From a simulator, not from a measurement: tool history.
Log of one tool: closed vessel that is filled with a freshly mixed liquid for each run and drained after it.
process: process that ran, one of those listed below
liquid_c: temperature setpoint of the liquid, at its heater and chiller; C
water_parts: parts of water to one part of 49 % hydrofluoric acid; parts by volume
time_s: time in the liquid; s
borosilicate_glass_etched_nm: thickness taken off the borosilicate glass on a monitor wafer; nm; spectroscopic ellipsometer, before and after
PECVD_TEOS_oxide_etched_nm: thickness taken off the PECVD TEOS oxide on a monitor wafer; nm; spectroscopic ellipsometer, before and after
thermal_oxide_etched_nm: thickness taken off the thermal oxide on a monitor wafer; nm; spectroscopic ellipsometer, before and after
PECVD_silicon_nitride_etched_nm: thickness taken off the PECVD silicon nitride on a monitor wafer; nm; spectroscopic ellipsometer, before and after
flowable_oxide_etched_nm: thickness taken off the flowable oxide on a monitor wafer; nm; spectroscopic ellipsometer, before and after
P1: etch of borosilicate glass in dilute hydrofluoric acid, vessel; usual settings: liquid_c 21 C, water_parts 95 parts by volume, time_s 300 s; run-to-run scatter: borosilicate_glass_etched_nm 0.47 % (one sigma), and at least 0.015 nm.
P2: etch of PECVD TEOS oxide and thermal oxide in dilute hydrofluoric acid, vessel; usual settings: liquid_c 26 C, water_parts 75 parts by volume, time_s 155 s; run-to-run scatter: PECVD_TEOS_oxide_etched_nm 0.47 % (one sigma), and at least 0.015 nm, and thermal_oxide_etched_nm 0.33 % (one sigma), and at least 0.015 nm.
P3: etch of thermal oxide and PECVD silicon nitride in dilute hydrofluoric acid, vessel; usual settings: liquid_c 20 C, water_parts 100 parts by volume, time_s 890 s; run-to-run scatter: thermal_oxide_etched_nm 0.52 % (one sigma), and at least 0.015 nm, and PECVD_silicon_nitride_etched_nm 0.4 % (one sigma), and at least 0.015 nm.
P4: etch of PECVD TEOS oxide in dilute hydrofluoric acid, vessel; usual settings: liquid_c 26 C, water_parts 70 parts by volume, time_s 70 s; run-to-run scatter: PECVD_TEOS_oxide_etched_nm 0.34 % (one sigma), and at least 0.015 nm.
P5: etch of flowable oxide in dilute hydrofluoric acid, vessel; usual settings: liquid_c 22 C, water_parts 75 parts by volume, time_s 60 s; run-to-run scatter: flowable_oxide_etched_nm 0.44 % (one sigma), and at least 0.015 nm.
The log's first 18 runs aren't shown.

run,hour,process,liquid_c,water_parts,time_s,hours since the thermometer was replaced,hours since the hydrofluoric acid flow meter was replaced,borosilicate_glass_etched_nm,PECVD_TEOS_oxide_etched_nm,thermal_oxide_etched_nm,PECVD_silicon_nitride_etched_nm,flowable_oxide_etched_nm
19,58.2,P5,22,75,90,777,1150.7,,,,,32.335
20,60.5,P4,26,115,70,779.3,1153,,19.179,,,
21,64.3,P3,20,100,890,783.1,1156.8,,,35.926,35.638,
# hour 65.1: hydrofluoric acid flow meter replaced
22,66.9,P1,21,95,300,785.7,1.9,51.725,,,,
# hour 68: thermometer replaced
23,70.3,P3,20,100,1395,2.3,5.3,,,55.98,56.025,
24,73.1,P1,17,95,300,5.1,8.1,43.735,,,,
25,75.6,P1,21,20,300,7.6,10.6,272.64,,,,
26,78.8,P4,26,70,70,10.8,13.8,,33.348,,,
27,81.2,P5,22,75,60,13.2,16.2,,,,,21.41
28,85.2,P5,27.5,75,60,17.2,20.2,,,,,26.568
29,87.9,P1,21,95,300,19.9,22.9,51.871,,,,

The next listed run, before its measurement:
30,90.3,P2,26,75,155,22.3,25.3,,?,?,,

{"run 30": {"PECVD_TEOS_oxide_etched_nm": 19.568, "thermal_oxide_etched_nm": 11.656}}

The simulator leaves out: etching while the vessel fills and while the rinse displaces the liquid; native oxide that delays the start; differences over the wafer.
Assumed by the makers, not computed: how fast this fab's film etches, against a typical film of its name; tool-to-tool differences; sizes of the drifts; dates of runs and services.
